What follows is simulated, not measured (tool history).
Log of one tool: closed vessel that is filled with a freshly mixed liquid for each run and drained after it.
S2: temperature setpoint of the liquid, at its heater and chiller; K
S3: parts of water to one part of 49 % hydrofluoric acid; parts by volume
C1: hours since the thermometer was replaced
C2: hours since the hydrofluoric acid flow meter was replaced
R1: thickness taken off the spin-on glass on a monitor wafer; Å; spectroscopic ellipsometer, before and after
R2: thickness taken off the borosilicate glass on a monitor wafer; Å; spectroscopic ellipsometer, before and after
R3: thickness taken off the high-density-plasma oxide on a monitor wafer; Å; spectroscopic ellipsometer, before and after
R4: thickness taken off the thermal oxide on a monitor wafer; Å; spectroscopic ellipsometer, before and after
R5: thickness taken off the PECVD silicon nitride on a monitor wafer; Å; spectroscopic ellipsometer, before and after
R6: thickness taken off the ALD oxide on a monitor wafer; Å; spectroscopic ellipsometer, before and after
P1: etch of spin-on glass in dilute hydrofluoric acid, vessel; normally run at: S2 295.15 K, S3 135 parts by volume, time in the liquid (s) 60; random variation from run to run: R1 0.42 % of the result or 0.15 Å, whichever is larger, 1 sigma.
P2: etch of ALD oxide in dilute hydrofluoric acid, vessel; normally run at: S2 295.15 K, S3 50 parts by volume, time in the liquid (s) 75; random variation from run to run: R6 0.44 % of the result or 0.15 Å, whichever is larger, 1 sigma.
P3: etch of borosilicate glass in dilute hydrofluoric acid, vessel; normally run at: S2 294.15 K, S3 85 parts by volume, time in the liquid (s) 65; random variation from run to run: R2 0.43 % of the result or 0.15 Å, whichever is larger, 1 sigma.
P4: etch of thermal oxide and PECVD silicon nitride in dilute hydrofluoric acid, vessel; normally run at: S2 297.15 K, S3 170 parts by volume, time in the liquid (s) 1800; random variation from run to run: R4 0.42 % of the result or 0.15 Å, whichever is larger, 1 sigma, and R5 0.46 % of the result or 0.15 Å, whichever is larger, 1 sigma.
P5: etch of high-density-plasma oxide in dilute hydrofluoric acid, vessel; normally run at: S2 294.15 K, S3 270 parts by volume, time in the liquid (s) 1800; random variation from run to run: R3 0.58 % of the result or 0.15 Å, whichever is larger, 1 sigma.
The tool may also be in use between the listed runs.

{"run": 1, "hour": 6.3, "process that ran": "P1", "S2": 295.15, "S3": 135, "time in the liquid (s)": 60, "C1": 1067.1, "C2": 443, "R1": 159.77}
{"run": 2, "hour": 13.1, "process that ran": "P3", "S2": 290.15, "S3": 85, "time in the liquid (s)": 65, "C1": 1073.9, "C2": 449.8, "R2": 184.25}
{"run": 3, "hour": 22.4, "process that ran": "P5", "S2": 294.15, "S3": 270, "time in the liquid (s)": 480, "C1": 1083.2, "C2": 459.1, "R3": 66.428}
{"run": 4, "hour": 29.2, "process that ran": "P4", "S2": 290.65, "S3": 170, "time in the liquid (s)": 1800, "C1": 1090, "C2": 465.9, "R4": 348.81, "R5": 159.9}
{"run": 5, "hour": 35.2, "process that ran": "P2", "S2": 303.15, "S3": 50, "time in the liquid (s)": 75, "C1": 1096, "C2": 471.9, "R6": 296.55}
{"run": 6, "hour": 45.6, "process that ran": "P4", "S2": 297.15, "S3": 170, "time in the liquid (s)": 1800, "C1": 1106.4, "C2": 482.3, "R4": 449.3, "R5": 246}
{"run": 7, "hour": 53.6, "process that ran": "P1", "S2": 295.15, "S3": 135, "time in the liquid (s)": 30, "C1": 1114.4, "C2": 490.3, "R1": 79.764}
{"run": 8, "hour": 60.5, "process that ran": "P1", "S2": 295.15, "S3": 215, "time in the liquid (s)": 30, "C1": 1121.3, "C2": 497.2, "R1": 45.696}
{"run": 9, "hour": 71.3, "process that ran": "P1", "S2": 291.15, "S3": 135, "time in the liquid (s)": 60, "C1": 1132.1, "C2": 508, "R1": 135.24}
{"run": 10, "hour": 78.2, "process that ran": "P4", "S2": 297.15, "S3": 170, "time in the liquid (s)": 2665, "C1": 1139, "C2": 514.9, "R4": 668.75, "R5": 361.32}
{"run": 11, "hour": 84.4, "process that ran": "P4", "S2": 297.15, "S3": 170, "time in the liquid (s)": 1800, "C1": 1145.2, "C2": 521.1, "R4": 445.78, "R5": 246.88}
{"run": 12, "hour": 91.7, "process that ran": "P3", "S2": 294.15, "S3": 150, "time in the liquid (s)": 65, "C1": 1152.5, "C2": 528.4, "R2": 115.84}
{"run": 13, "hour": 102.9, "process that ran": "P1", "S2": 295.15, "S3": 135, "time in the liquid (s)": 60, "C1": 1163.7, "C2": 539.6, "R1": 160.8}
{"run": 14, "hour": 111.0, "process that ran": "P1", "S2": 295.15, "S3": 55, "time in the liquid (s)": 60, "C1": 1171.8, "C2": 547.7, "R1": 429.69}
{"run": 15, "hour": 119.5, "process that ran": "P1", "S2": 295.15, "S3": 135, "time in the liquid (s)": 60, "C1": 1180.3, "C2": 556.2, "R1": 158.75}
{"run": 16, "hour": 129.8, "process that ran": "P1", "S2": 295.15, "S3": 190, "time in the liquid (s)": 60, "C1": 1190.6, "C2": 566.5, "R1": 107.41}
{"run": 17, "hour": 136.8, "process that ran": "P1", "S2": 300.65, "S3": 135, "time in the liquid (s)": 60, "C1": 1197.6, "C2": 573.5, "R1": 195.66}
{"run": 18, "hour": 143.6, "process that ran": "P5", "S2": 294.15, "S3": 270, "time in the liquid (s)": 1800, "C1": 1204.4, "C2": 580.3, "R3": 249.24}
{"run": 19, "hour": 148.4, "process that ran": "P5", "S2": 290.15, "S3": 270, "time in the liquid (s)": 1800, "C1": 1209.2, "C2": 585.1, "R3": 215}
{"run": 20, "hour": 159.3, "process that ran": "P2", "S2": 295.15, "S3": 50, "time in the liquid (s)": 75, "C1": 1220.1, "C2": 596, "R6": 215.61}
{"run": 21, "hour": 167.0, "process that ran": "P1", "S2": 301.65, "S3": 135, "time in the liquid (s)": 85, "C1": 1227.8, "C2": 603.7, "R1": 290.15}
{"hour": 168.5, "done": "thermometer replaced"}
{"run": 22, "hour": 172.7, "process that ran": "P1", "S2": 295.15, "S3": 135, "time in the liquid (s)": 60, "C1": 4.2, "C2": 609.4, "R1": 160.29}
{"run": 23, "hour": 182.5, "process that ran": "P3", "S2": 294.15, "S3": 85, "time in the liquid (s)": 65, "C1": 14, "C2": 619.2, "R2": 220.23}
{"run": 24, "hour": 190.5, "process that ran": "P5", "S2": 294.15, "S3": 270, "time in the liquid (s)": 1800, "C1": 22, "C2": 627.2, "R3": 251.29}
{"run": 25, "hour": 198.5, "process that ran": "P1", "S2": 295.15, "S3": 50, "time in the liquid (s)": 30, "C1": 30, "C2": 635.2, "R1": 238.03}
{"run": 26, "hour": 203.9, "process that ran": "P1", "S2": 295.15, "S3": 135, "time in the liquid (s)": 115, "C1": 35.4, "C2": 640.6, "R1": 305.05}
{"run": 27, "hour": 212.2, "process that ran": "P3", "S2": 294.15, "S3": 85, "time in the liquid (s)": 125, "C1": 43.7, "C2": 648.9, "R2": 421.51}
{"run": 28, "hour": 217.7, "process that ran": "P2", "S2": 295.15, "S3": 50, "time in the liquid (s)": 120, "C1": 49.2, "C2": 654.4, "R6": 343.5}
{"run": 29, "hour": 224.8, "process that ran": "P1", "S2": 295.15, "S3": 135, "time in the liquid (s)": 60, "C1": 56.3, "C2": 661.5, "R1": 159.1}
{"run": 30, "hour": 230.4, "process that ran": "P5", "S2": 294.15, "S3": 455, "time in the liquid (s)": 1800, "C1": 61.9, "C2": 667.1, "R3": 125.57}
{"run": 31, "hour": 237.4, "process that ran": "P4", "S2": 297.15, "S3": 70, "time in the liquid (s)": 1800, "C1": 68.9, "C2": 674.1, "R4": 1227.9, "R5": 586.96}
{"run": 32, "hour": 248.0, "process that ran": "P2", "S2": 295.15, "S3": 50, "time in the liquid (s)": 75, "C1": 79.5, "C2": 684.7, "R6": 213.48}
{"run": 33, "hour": 253.0, "process that ran": "P1", "S2": 295.15, "S3": 135, "time in the liquid (s)": 60, "C1": 84.5, "C2": 689.7, "R1": 158.97}
{"run": 34, "hour": 258.3, "process that ran": "P2", "S2": 295.15, "S3": 20, "time in the liquid (s)": 75, "C1": 89.8, "C2": 695, "R6": 553.85}
{"run": 35, "hour": 264.6, "process that ran": "P1", "S2": 295.15, "S3": 135, "time in the liquid (s)": 60, "C1": 96.1, "C2": 701.3, "R1": 159.7}
{"run": 36, "hour": 273.1, "process that ran": "P1", "S2": 295.15, "S3": 135, "time in the liquid (s)": 60, "C1": 104.6, "C2": 709.8, "R1": 155.3}
{"run": 37, "hour": 282.1, "process that ran": "P1", "S2": 295.15, "S3": 135, "time in the liquid (s)": 60, "C1": 113.6, "C2": 718.8, "R1": 151.2}
{"run": 38, "hour": 288.7, "process that ran": "P1", "S2": 295.15, "S3": 135, "time in the liquid (s)": 60, "C1": 120.2, "C2": 725.4, "R1": 151.14}
{"run": 39, "hour": 294.4, "process that ran": "P1", "S2": 295.15, "S3": 135, "time in the liquid (s)": 60, "C1": 125.9, "C2": 731.1, "R1": 149.83}
{"run": 40, "hour": 299.6, "process that ran": "P1", "S2": 295.15, "S3": 135, "time in the liquid (s)": 60, "C1": 131.1, "C2": 736.3, "R1": 150.63}
{"run": 41, "hour": 309.3, "process that ran": "P1", "S2": 295.15, "S3": 135, "time in the liquid (s)": 60, "C1": 140.8, "C2": 746, "R1": 149.09}
{"run": 42, "hour": 319.2, "process that ran": "P1", "S2": 295.15, "S3": 135, "time in the liquid (s)": 60, "C1": 150.7, "C2": 755.9, "R1": 149.55}
{"run": 43, "hour": 324.9, "process that ran": "P1", "S2": 295.15, "S3": 135, "time in the liquid (s)": 60, "C1": 156.4, "C2": 761.6, "R1": 148.47}
{"run": 44, "hour": 335.5, "process that ran": "P1", "S2": 295.15, "S3": 135, "time in the liquid (s)": 60, "C1": 167, "C2": 772.2, "R1": 148.48}

What P1 gives has crept away from where it was. These 2 causes fit the log equally well, each at the size given:
A: hydrofluoric acid flow below the setpoint (%) = 5.84
B: liquid colder than its thermometer reads (K) = 1.75
The creep began at about hour 264.6.

4 check runs are offered, one wafer each, their results left as question marks. Which one tells the causes apart?
{"run": "check 1", "hour": 346.1, "process that ran": "P3", "S2": 294.15, "S3": 85, "time in the liquid (s)": 65, "R2": "?"}
{"run": "check 2", "hour": 346.1, "process that ran": "P2", "S2": 295.15, "S3": 50, "time in the liquid (s)": 75, "R6": "?"}
{"run": "check 3", "hour": 346.1, "process that ran": "P5", "S2": 294.15, "S3": 270, "time in the liquid (s)": 1800, "R3": "?"}
{"run": "check 4", "hour": 346.1, "process that ran": "P4", "S2": 297.15, "S3": 170, "time in the liquid (s)": 1800, "R4": "?", "R5": "?"}

What each check would give under each cause:
check=check_1 result=R2 if_A=205 if_B=203.73
check=check_2 result=R6 if_A=201.04 if_B=199.12
check=check_3 result=R3 if_A=231.97 if_B=234.52
check=check_4 result=R4 if_A=417.03 if_B=419.21
check=check_4 result=R5 if_A=230.3 if_B=218.34
How far apart the two closest causes lie, in the result that separates them most: check 1 0.62 %; check 2 0.96 %; check 3 1.09 %; check 4 5.33 %
Check 4 tells the causes apart: in the others they would give nearly the same result.

Check 4 was then run and gave: R4 417.18 Å; R5 231.31 Å. Which cause is it?

It is A: hydrofluoric acid flow below the setpoint (%).
